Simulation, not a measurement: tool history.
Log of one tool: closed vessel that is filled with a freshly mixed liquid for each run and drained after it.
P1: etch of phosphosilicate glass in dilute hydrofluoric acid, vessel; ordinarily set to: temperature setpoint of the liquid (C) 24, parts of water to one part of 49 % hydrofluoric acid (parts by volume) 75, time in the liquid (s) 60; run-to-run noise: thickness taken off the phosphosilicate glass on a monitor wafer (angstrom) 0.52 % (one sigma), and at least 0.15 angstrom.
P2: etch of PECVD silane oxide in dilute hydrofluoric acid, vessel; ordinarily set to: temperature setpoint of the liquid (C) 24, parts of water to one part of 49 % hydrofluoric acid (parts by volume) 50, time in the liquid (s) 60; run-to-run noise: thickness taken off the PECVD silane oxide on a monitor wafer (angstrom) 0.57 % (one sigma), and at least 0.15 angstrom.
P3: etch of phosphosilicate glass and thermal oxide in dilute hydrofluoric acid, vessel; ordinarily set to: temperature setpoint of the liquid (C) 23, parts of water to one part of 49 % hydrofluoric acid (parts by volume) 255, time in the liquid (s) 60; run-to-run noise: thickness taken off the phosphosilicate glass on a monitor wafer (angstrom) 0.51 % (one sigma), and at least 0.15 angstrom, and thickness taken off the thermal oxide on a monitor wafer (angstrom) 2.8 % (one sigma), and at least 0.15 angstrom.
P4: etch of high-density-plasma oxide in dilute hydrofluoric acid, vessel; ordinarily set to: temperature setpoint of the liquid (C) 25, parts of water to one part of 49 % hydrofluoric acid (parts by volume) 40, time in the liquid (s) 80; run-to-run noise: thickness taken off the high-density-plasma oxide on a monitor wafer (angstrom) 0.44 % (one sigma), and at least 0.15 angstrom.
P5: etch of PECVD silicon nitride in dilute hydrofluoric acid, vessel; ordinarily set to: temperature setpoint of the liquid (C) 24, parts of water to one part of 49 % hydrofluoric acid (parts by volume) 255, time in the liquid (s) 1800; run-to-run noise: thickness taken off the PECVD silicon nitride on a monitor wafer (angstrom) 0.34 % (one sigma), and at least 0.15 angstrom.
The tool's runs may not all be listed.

run,hour,process that ran,temperature setpoint of the liquid (C),parts of water to one part of 49 % hydrofluoric acid (parts by volume),time in the liquid (s),hours since the thermometer was replaced,hours since the hydrofluoric acid flow meter was replaced,thickness taken off the phosphosilicate glass on a monitor wafer (angstrom),thickness taken off the thermal oxide on a monitor wafer (angstrom),thickness taken off the PECVD silicon nitride on a monitor wafer (angstrom),thickness taken off the PECVD silane oxide on a monitor wafer (angstrom),thickness taken off the high-density-plasma oxide on a monitor wafer (angstrom)
1,11.2,P1,24,75,60,169.2,946.7,1188.8,,,,
2,24.9,P1,24,75,30,182.9,960.4,597.17,,,,
3,37.4,P1,18.5,75,60,195.4,972.9,941.76,,,,
4,53,P3,23,255,30,211,988.5,79.799,4.6476,,,
5,63.5,P5,24,395,1800,221.5,999,,,225.31,,
6,72.1,P2,24,50,30,230.1,1007.6,,,,99.49,
7,82.8,P4,20.5,40,80,240.8,1018.3,,,,,196.46
8,95.8,P3,23,55,60,253.8,1031.3,927.09,51.116,,,
9,103.3,P4,25,40,30,261.3,1038.8,,,,,89.28
10,118.6,P4,25,40,80,276.6,1054.1,,,,,238.08
11,127.4,P1,24,75,60,285.4,1062.9,1190.4,,,,
12,142.7,P5,24,255,3570,300.7,1078.2,,,685.44,,
13,156.7,P1,24,140,60,314.7,1092.2,585.73,,,,
14,164.2,P5,24,255,1800,322.2,1099.7,,,345.61,,
15,179.3,P4,25,40,80,337.3,1114.8,,,,,238.35
# hour 191.3: thermometer replaced
16,191.4,P3,23,255,60,0.2,1126.9,158.25,9.171,,,
17,202.3,P5,24,255,1800,11.1,1137.8,,,347.3,,
18,209.5,P4,25,55,80,18.3,1145,,,,,169.96
19,220.6,P1,24,75,60,29.4,1156.1,1185.5,,,,
20,230.3,P1,24,40,60,39.1,1165.8,2328.3,,,,
21,241.5,P1,28,75,60,50.3,1177,1398.8,,,,
22,251,P2,30,50,60,59.8,1186.5,,,,254.21,

Estimate the outcome of run 23 from the log above:
23,264.2,P3,17,255,60,73,1199.7,?,?,,,

Run 23 gave thickness taken off the phosphosilicate glass on a monitor wafer (angstrom) 127.58, thickness taken off the thermal oxide on a monitor wafer (angstrom) 6.5446.

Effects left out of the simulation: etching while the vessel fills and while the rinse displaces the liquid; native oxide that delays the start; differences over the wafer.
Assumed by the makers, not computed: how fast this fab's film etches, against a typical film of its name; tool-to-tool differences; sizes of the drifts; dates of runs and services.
